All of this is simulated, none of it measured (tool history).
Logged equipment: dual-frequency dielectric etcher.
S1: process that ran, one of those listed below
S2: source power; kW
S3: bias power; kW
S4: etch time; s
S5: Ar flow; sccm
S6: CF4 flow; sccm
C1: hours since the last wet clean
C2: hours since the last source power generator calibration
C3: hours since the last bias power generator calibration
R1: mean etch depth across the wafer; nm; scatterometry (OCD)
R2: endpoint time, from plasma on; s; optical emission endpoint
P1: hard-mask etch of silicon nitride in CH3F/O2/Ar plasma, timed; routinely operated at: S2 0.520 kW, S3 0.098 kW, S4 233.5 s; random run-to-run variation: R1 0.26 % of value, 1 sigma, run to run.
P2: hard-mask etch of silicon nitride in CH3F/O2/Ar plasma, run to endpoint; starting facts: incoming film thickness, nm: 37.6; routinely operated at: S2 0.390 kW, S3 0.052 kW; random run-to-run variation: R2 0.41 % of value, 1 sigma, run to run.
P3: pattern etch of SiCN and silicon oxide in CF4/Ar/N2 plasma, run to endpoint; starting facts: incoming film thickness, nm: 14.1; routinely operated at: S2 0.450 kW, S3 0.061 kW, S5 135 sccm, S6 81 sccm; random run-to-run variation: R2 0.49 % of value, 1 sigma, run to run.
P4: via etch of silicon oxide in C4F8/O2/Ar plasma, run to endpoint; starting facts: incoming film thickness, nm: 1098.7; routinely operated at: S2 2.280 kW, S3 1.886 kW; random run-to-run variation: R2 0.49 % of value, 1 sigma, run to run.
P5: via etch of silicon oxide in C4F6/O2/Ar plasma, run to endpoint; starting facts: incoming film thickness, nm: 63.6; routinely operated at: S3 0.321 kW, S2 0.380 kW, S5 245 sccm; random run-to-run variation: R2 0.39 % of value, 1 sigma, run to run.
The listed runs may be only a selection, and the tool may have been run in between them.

run	hour	S1	S2	S3	S4	S5	S6	C1	C2	C3	R1	R2
1	11.1	P1	0.520	0.098	233.5			288.0	2861.4	2315.1	198.82	
2	24.2	P1	0.520	0.080	322.0			301.1	2874.5	2328.2	256.79	
3	36.4	P4	2.280	1.886				313.3	2886.7	2340.4		210.660
4	46.5	P1	0.520	0.098	331.0			323.4	2896.8	2350.5	281.36	
5	57.3	P5	0.380	0.216		245		334.2	2907.6	2361.3		19.458
6	68.5	P4	2.280	1.886				345.4	2918.8	2372.5		211.750
7	82.1	P4	1.860	1.886				359.0	2932.4	2386.1		230.220
8	89.7	P5	0.380	0.321		293		366.6	2940.0	2393.7		17.413
9	100.2	P5	0.520	0.321		245		377.1	2950.5	2404.2		15.185
10	107.8	P1	0.520	0.098	233.5			384.7	2958.1	2411.8	199.30	
11	118.1	P1	0.520	0.136	233.5			395.0	2968.4	2422.1	223.94	
12	124.8	P5	0.380	0.321		245		401.7	2975.1	2428.8		16.952
13	135.0	P1	0.520	0.098	233.5			411.9	2985.3	2439.0	199.28	
14	142.6	P1	0.520	0.098	161.0			419.5	2992.9	2446.6	137.38	
15	153.4	P1	0.520	0.060	233.5			430.3	3003.7	2457.4	169.10	
16	166.8	P2	0.540	0.052				443.7	3017.1	2470.8		53.173
17	176.0	P1	0.390	0.136	233.5			452.9	3026.3	2480.0	202.53	
18	182.5	P1	0.520	0.098	233.5			459.4	3032.8	2486.5	199.28	
19	191.9	P5	0.380	0.321		245		468.8	3042.2	2495.9		16.982
20	204.8	P2	0.390	0.063				481.7	3055.1	2508.8		56.452
21	211.7	P3	0.450	0.061		135	66	488.6	3062.0	2515.7		18.478
22	220.8	P3	0.450	0.061		80	81	497.7	3071.1	2524.8		16.648
23	228.6	P3	0.600	0.061		135	81	505.5	3078.9	2532.6		13.978
24	240.5	P2	0.390	0.052				517.4	3090.8	2544.5		60.294
25	248.9	P1	0.520	0.128	163.0			525.8	3099.2	2552.9	154.50	
26	256.3	P1	0.520	0.098	233.5			533.2	3106.6	2560.3	199.29	
27	268.9	P4	2.280	2.540				545.8	3119.2	2572.9		194.470
28	281.1	P3	0.450	0.037		135	81	558.0	3131.4	2585.1		21.222
29	296.2	P1	0.700	0.098	233.5			573.1	3146.5	2600.2	223.17	
30	306.5	P3	0.450	0.061		135	81	583.4	3156.8	2610.5		18.104
31	313.1	P1	0.330	0.098	233.5			590.0	3163.4	2617.1	168.26	
32	322.5	P1	0.520	0.098	233.5			599.4	3172.8	2626.5	198.95	
33	335.2	P1	0.520	0.098	233.5			612.1	3185.5	2639.2	199.36	
34	342.8	P1	0.520	0.098	233.5			619.7	3193.1	2646.8	198.44	
35	355.8	P1	0.520	0.098	233.5			632.7	3206.1	2659.8	196.07	
36	370.7	P1	0.520	0.098	233.5			647.6	3221.0	2674.7	198.25	
37	378.1	P1	0.520	0.098	233.5			655.0	3228.4	2682.1	197.06	
38	390.8	P1	0.520	0.098	233.5			667.7	3241.1	2694.8	196.11	
# hour 397.5: wet clean of the chamber
39	401.5	P1	0.520	0.098	233.5			4.1	3251.8	2705.5	196.14	
40	408.5	P1	0.520	0.098	233.5			11.1	3258.8	2712.5	196.76	
41	421.2	P1	0.520	0.098	233.5			23.8	3271.5	2725.2	197.31	
42	432.8	P1	0.520	0.098	233.5			35.4	3283.1	2736.8	196.38	

What P1 gives has crept off from where it sat before. The 2 causes that follow fit the log equally well, each at the size noted:
A: bias power that arrives under what is set, % = 3.63
B: source power that arrives under what is set, % = 3.48
The process output started creeping at around hour 322.5.
Other possible causes, and why each is ruled out:
chamber walls in a state that lowers the etch rate, %: maintenance at hour 397.5, after the shift began, did not return the process to its former output

Which of the check runs below tells the causes apart, meaning the causes would give it clearly different results? Each run uses 3 wafers whose results are averaged, and each result is shown as a question mark.
check 1	444.4	P2	0.490	0.062								?
check 2	444.4	P4	2.280	2.514								?
check 3	444.4	P5	0.460	0.321		245						?
check 4	444.4	P3	0.450	0.038		88	81					?

What every check run would give for each of its results, assuming each possible cause in turn:
check	result	if A	if B
check 1	R2	52.686	52.774
check 2	R2	197.070	197.670
check 3	R2	16.014	16.024
check 4	R2	19.553	19.988
Distance between the nearest two causes, measured in the result of the check that separates them most: check 1 0.17 %; check 2 0.3 %; check 3 0.06 %; check 4 2.2 %
The causes can be told apart only by check 4. The other checks would give nearly the same results under each of them.

Check 4 has now been run. It gave: R2 20.031 s. Which of the candidate causes is it?

It was cause B: source power that arrives under what is set, %.
